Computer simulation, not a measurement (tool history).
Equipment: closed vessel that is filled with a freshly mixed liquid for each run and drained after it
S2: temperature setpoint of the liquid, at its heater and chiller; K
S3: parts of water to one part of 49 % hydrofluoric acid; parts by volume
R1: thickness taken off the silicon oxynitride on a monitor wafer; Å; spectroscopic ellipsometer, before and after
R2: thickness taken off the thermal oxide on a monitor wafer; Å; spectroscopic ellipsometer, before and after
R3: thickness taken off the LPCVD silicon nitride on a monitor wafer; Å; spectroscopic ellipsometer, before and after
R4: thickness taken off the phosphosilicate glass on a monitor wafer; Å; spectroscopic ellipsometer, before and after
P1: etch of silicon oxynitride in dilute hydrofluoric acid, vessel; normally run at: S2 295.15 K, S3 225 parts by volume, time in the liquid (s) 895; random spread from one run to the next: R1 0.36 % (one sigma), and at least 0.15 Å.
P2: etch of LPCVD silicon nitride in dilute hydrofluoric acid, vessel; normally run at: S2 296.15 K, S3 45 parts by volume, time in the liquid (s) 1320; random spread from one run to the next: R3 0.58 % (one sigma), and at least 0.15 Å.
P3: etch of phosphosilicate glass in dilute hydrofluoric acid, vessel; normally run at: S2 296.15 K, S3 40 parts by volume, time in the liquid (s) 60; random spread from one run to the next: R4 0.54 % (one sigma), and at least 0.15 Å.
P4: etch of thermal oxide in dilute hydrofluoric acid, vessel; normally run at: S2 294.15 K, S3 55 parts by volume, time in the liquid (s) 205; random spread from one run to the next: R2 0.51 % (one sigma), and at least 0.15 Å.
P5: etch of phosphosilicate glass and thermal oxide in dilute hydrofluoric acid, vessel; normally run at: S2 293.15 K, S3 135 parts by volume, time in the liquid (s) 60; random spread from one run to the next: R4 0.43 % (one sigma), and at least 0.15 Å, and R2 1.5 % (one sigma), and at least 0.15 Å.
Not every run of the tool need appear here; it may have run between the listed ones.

{"run": 1, "day": 0.325, "process that ran": "P1", "S2": 295.15, "S3": 225, "time in the liquid (s)": 895, "R1": 78.836}
{"run": 2, "day": 0.879, "process that ran": "P4", "S2": 294.15, "S3": 55, "time in the liquid (s)": 80, "R2": 66.973}
{"run": 3, "day": 1.271, "process that ran": "P2", "S2": 296.15, "S3": 45, "time in the liquid (s)": 2520, "R3": 259.68}
{"run": 4, "day": 1.592, "process that ran": "P1", "S2": 295.15, "S3": 55, "time in the liquid (s)": 895, "R1": 368.87}
{"run": 5, "day": 2.029, "process that ran": "P1", "S2": 295.15, "S3": 225, "time in the liquid (s)": 895, "R1": 79.02}
{"run": 6, "day": 2.608, "process that ran": "P3", "S2": 296.15, "S3": 40, "time in the liquid (s)": 60, "R4": 2132.4}
{"run": 7, "day": 3.233, "process that ran": "P3", "S2": 300.65, "S3": 40, "time in the liquid (s)": 60, "R4": 2562.9}
{"run": 8, "day": 3.683, "process that ran": "P5", "S2": 293.15, "S3": 60, "time in the liquid (s)": 60, "R2": 40.574, "R4": 961.47}
{"run": 9, "day": 4.017, "process that ran": "P1", "S2": 290.65, "S3": 305, "time in the liquid (s)": 895, "R1": 45.222}
{"run": 10, "day": 4.492, "process that ran": "P2", "S2": 296.15, "S3": 45, "time in the liquid (s)": 1320, "R3": 134.85}
{"run": 11, "day": 4.846, "process that ran": "P2", "S2": 304.15, "S3": 45, "time in the liquid (s)": 1320, "R3": 227.74}
{"run": 12, "day": 5.488, "process that ran": "P1", "S2": 295.15, "S3": 385, "time in the liquid (s)": 90, "R1": 4.1402}
{"run": 13, "day": 5.875, "process that ran": "P4", "S2": 290.15, "S3": 55, "time in the liquid (s)": 205, "R2": 144.76}
{"run": 14, "day": 6.554, "process that ran": "P4", "S2": 294.15, "S3": 20, "time in the liquid (s)": 205, "R2": 488.89}
{"run": 15, "day": 7.242, "process that ran": "P1", "S2": 295.15, "S3": 225, "time in the liquid (s)": 150, "R1": 13.223}
{"run": 16, "day": 7.767, "process that ran": "P5", "S2": 293.15, "S3": 135, "time in the liquid (s)": 110, "R2": 30.9, "R4": 711.97}
{"run": 17, "day": 8.329, "process that ran": "P1", "S2": 295.15, "S3": 225, "time in the liquid (s)": 895, "R1": 79.438}
{"run": 18, "day": 8.829, "process that ran": "P5", "S2": 290.15, "S3": 135, "time in the liquid (s)": 60, "R2": 14.337, "R4": 344.44}
{"run": 19, "day": 9.388, "process that ran": "P1", "S2": 295.15, "S3": 395, "time in the liquid (s)": 895, "R1": 40.48}
{"run": 20, "day": 9.975, "process that ran": "P2", "S2": 296.15, "S3": 25, "time in the liquid (s)": 1320, "R3": 238.54}
{"run": 21, "day": 10.4, "process that ran": "P3", "S2": 296.15, "S3": 20, "time in the liquid (s)": 60, "R4": 4385.8}
{"run": 22, "day": 10.742, "process that ran": "P4", "S2": 294.15, "S3": 55, "time in the liquid (s)": 205, "R2": 172.1}
{"run": 23, "day": 11.221, "process that ran": "P1", "S2": 295.15, "S3": 225, "time in the liquid (s)": 895, "R1": 79.019}
{"run": 24, "day": 11.829, "process that ran": "P1", "S2": 290.15, "S3": 225, "time in the liquid (s)": 895, "R1": 62.892}
{"run": 25, "day": 12.133, "process that ran": "P1", "S2": 295.15, "S3": 225, "time in the liquid (s)": 895, "R1": 78.806}
{"run": 26, "day": 12.633, "process that ran": "P5", "S2": 293.15, "S3": 135, "time in the liquid (s)": 60, "R2": 17.105, "R4": 391.0}
{"run": 27, "day": 13.146, "process that ran": "P1", "S2": 295.15, "S3": 225, "time in the liquid (s)": 1485, "R1": 132.18}
{"run": 28, "day": 13.521, "process that ran": "P3", "S2": 296.15, "S3": 40, "time in the liquid (s)": 90, "R4": 3222.6}
{"run": 29, "day": 13.85, "process that ran": "P1", "S2": 302.15, "S3": 225, "time in the liquid (s)": 895, "R1": 107.03}
{"run": 30, "day": 14.154, "process that ran": "P1", "S2": 295.15, "S3": 225, "time in the liquid (s)": 895, "R1": 79.537}
{"run": 31, "day": 14.583, "process that ran": "P1", "S2": 295.15, "S3": 225, "time in the liquid (s)": 895, "R1": 77.222}
{"run": 32, "day": 15.05, "process that ran": "P1", "S2": 295.15, "S3": 225, "time in the liquid (s)": 895, "R1": 75.809}
{"run": 33, "day": 15.475, "process that ran": "P1", "S2": 295.15, "S3": 225, "time in the liquid (s)": 895, "R1": 74.513}
{"run": 34, "day": 15.871, "process that ran": "P1", "S2": 295.15, "S3": 225, "time in the liquid (s)": 895, "R1": 74.421}
{"run": 35, "day": 16.338, "process that ran": "P1", "S2": 295.15, "S3": 225, "time in the liquid (s)": 895, "R1": 73.771}
{"run": 36, "day": 16.738, "process that ran": "P1", "S2": 295.15, "S3": 225, "time in the liquid (s)": 895, "R1": 73.801}
{"run": 37, "day": 17.4, "process that ran": "P1", "S2": 295.15, "S3": 225, "time in the liquid (s)": 895, "R1": 73.186}
{"run": 38, "day": 18.05, "process that ran": "P1", "S2": 295.15, "S3": 225, "time in the liquid (s)": 895, "R1": 72.774}
{"run": 39, "day": 18.396, "process that ran": "P1", "S2": 295.15, "S3": 225, "time in the liquid (s)": 895, "R1": 72.867}

What P1 gives has crept off from where it sat before. The 2 causes that follow fit the log equally well, each at the size noted:
A: liquid colder than its thermometer reads (K) = 1.79
B: hydrofluoric acid flow below the setpoint (%) = 6.77
At approximately day 14.154, the process output began to creep.

Below are 4 check runs, each on a single wafer, with their results shown as question marks. Which of them would tell the listed causes apart, meaning the causes would give clearly different results under it?
{"run": "check 1", "day": 18.742, "process that ran": "P2", "S2": 296.15, "S3": 45, "time in the liquid (s)": 1320, "R3": "?"}
{"run": "check 2", "day": 18.742, "process that ran": "P3", "S2": 296.15, "S3": 40, "time in the liquid (s)": 60, "R4": "?"}
{"run": "check 3", "day": 18.742, "process that ran": "P5", "S2": 293.15, "S3": 135, "time in the liquid (s)": 60, "R2": "?", "R4": "?"}
{"run": "check 4", "day": 18.742, "process that ran": "P4", "S2": 294.15, "S3": 55, "time in the liquid (s)": 205, "R2": "?"}

What every check run would give for each of its results, assuming each possible cause in turn:
check=check_1 result=R3 if_A=119.58 if_B=126.25
check=check_2 result=R4 if_A=1980.70 if_B=1983.80
check=check_3 result=R2 if_A=15.558 if_B=15.436
check=check_3 result=R4 if_A=363.94 if_B=361.08
check=check_4 result=R2 if_A=158.840 if_B=158.960
Separation of the two closest causes in each check, using whichever result separates them best: check 1 5.43 %; check 2 0.16 %; check 3 0.79 %; check 4 0.08 %
Check 1 distinguishes between the causes, while the remaining checks would return nearly the same result for all of them.

Here is what check 1 returned: R3 118.14 Å. Which cause is it?

Of the candidate causes, it is A: liquid colder than its thermometer reads (K).
